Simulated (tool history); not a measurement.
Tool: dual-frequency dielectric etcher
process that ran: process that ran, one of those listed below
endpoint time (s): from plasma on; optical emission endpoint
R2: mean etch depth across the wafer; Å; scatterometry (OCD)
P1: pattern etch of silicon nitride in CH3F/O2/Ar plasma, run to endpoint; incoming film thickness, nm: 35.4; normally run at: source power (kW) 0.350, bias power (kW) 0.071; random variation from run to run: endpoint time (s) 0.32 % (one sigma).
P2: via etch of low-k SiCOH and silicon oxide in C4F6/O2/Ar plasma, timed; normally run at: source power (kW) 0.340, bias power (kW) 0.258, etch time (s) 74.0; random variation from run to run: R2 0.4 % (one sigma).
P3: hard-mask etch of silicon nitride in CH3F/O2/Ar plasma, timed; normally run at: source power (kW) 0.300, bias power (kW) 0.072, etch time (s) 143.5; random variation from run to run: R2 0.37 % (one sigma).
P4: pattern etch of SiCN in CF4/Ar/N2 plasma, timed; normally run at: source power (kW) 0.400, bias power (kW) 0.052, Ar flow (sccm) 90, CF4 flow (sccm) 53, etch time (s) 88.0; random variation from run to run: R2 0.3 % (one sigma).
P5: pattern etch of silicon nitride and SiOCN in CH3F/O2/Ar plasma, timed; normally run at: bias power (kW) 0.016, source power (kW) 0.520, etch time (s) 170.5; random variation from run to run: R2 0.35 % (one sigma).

run 1 hour=7.6 | process_that_ran=P1 source_power_(kW)=0.350 bias_power_(kW)=0.071 | endpoint_time_(s)=53.237
run 2 hour=21.0 | process_that_ran=P3 source_power_(kW)=0.300 bias_power_(kW)=0.072 etch_time_(s)=143.5 | R2=908.69
run 3 hour=32.7 | process_that_ran=P2 source_power_(kW)=0.340 bias_power_(kW)=0.364 etch_time_(s)=74.0 | R2=2454.00
run 4 hour=44.4 | process_that_ran=P4 source_power_(kW)=0.400 bias_power_(kW)=0.073 etch_time_(s)=88.0 Ar_flow_(sccm)=90 CF4_flow_(sccm)=53 | R2=633.94
run 5 hour=52.9 | process_that_ran=P5 source_power_(kW)=0.520 bias_power_(kW)=0.020 etch_time_(s)=170.5 | R2=236.72
run 6 hour=66.4 | process_that_ran=P2 source_power_(kW)=0.340 bias_power_(kW)=0.258 etch_time_(s)=110.5 | R2=3270.50
run 7 hour=76.8 | process_that_ran=P5 source_power_(kW)=0.350 bias_power_(kW)=0.016 etch_time_(s)=170.5 | R2=189.04
run 8 hour=84.8 | process_that_ran=P4 source_power_(kW)=0.400 bias_power_(kW)=0.052 etch_time_(s)=88.0 Ar_flow_(sccm)=63 CF4_flow_(sccm)=53 | R2=602.48
run 9 hour=93.8 | process_that_ran=P2 source_power_(kW)=0.340 bias_power_(kW)=0.258 etch_time_(s)=74.0 | R2=2179.10
run 10 hour=105.7 | process_that_ran=P4 source_power_(kW)=0.400 bias_power_(kW)=0.052 etch_time_(s)=129.0 Ar_flow_(sccm)=90 CF4_flow_(sccm)=53 | R2=829.14
run 11 hour=115.9 | process_that_ran=P5 source_power_(kW)=0.520 bias_power_(kW)=0.016 etch_time_(s)=170.5 | R2=218.39
run 12 hour=129.7 | process_that_ran=P3 source_power_(kW)=0.300 bias_power_(kW)=0.072 etch_time_(s)=143.5 | R2=907.66
run 13 hour=142.7 | process_that_ran=P3 source_power_(kW)=0.300 bias_power_(kW)=0.049 etch_time_(s)=143.5 | R2=798.10
run 14 hour=156.0 | process_that_ran=P5 source_power_(kW)=0.520 bias_power_(kW)=0.016 etch_time_(s)=170.5 | R2=216.61
run 15 hour=167.2 | process_that_ran=P1 source_power_(kW)=0.350 bias_power_(kW)=0.071 | endpoint_time_(s)=53.577
run 16 hour=174.0 | process_that_ran=P1 source_power_(kW)=0.350 bias_power_(kW)=0.071 | endpoint_time_(s)=53.500
run 17 hour=184.3 | process_that_ran=P1 source_power_(kW)=0.220 bias_power_(kW)=0.071 | endpoint_time_(s)=63.633
run 18 hour=197.8 | process_that_ran=P4 source_power_(kW)=0.400 bias_power_(kW)=0.052 etch_time_(s)=88.0 Ar_flow_(sccm)=90 CF4_flow_(sccm)=53 | R2=562.25
run 19 hour=208.4 | process_that_ran=P1 source_power_(kW)=0.430 bias_power_(kW)=0.071 | endpoint_time_(s)=49.148
run 20 hour=222.5 | process_that_ran=P1 source_power_(kW)=0.350 bias_power_(kW)=0.071 | endpoint_time_(s)=53.284
run 21 hour=232.4 | process_that_ran=P2 source_power_(kW)=0.430 bias_power_(kW)=0.258 etch_time_(s)=74.0 | R2=2389.30
run 22 hour=240.2 | process_that_ran=P1 source_power_(kW)=0.350 bias_power_(kW)=0.071 | endpoint_time_(s)=53.601
run 23 hour=251.0 | process_that_ran=P1 source_power_(kW)=0.230 bias_power_(kW)=0.054 | endpoint_time_(s)=68.660
run 24 hour=263.3 | process_that_ran=P1 source_power_(kW)=0.460 bias_power_(kW)=0.050 | endpoint_time_(s)=53.992
run 25 hour=277.3 | process_that_ran=P4 source_power_(kW)=0.400 bias_power_(kW)=0.052 etch_time_(s)=88.0 Ar_flow_(sccm)=90 CF4_flow_(sccm)=73 | R2=593.86
run 26 hour=286.9 | process_that_ran=P3 source_power_(kW)=0.300 bias_power_(kW)=0.072 etch_time_(s)=207.5 | R2=1315.40
run 27 hour=293.5 | process_that_ran=P5 source_power_(kW)=0.520 bias_power_(kW)=0.016 etch_time_(s)=122.5 | R2=156.44
run 28 hour=304.4 | process_that_ran=P4 source_power_(kW)=0.530 bias_power_(kW)=0.052 etch_time_(s)=88.0 Ar_flow_(sccm)=90 CF4_flow_(sccm)=53 | R2=719.62
run 29 hour=311.7 | process_that_ran=P4 source_power_(kW)=0.400 bias_power_(kW)=0.052 etch_time_(s)=88.0 Ar_flow_(sccm)=90 CF4_flow_(sccm)=53 | R2=566.57
-- hour=319.0 source power generator calibrated
run 30 hour=322.7 | process_that_ran=P1 source_power_(kW)=0.350 bias_power_(kW)=0.086 | endpoint_time_(s)=50.032
run 31 hour=335.8 | process_that_ran=P1 source_power_(kW)=0.350 bias_power_(kW)=0.057 | endpoint_time_(s)=57.592
run 32 hour=343.5 | process_that_ran=P1 source_power_(kW)=0.220 bias_power_(kW)=0.088 | endpoint_time_(s)=58.661
run 33 hour=353.9 | process_that_ran=P3 source_power_(kW)=0.230 bias_power_(kW)=0.072 etch_time_(s)=143.5 | R2=818.99
run 34 hour=362.1 | process_that_ran=P1 source_power_(kW)=0.350 bias_power_(kW)=0.071 | endpoint_time_(s)=53.592

Forecast run 35:
run 35 hour=370.6 | process_that_ran=P1 source_power_(kW)=0.350 bias_power_(kW)=0.071 | endpoint_time_(s)=?

endpoint time (s): 53.087
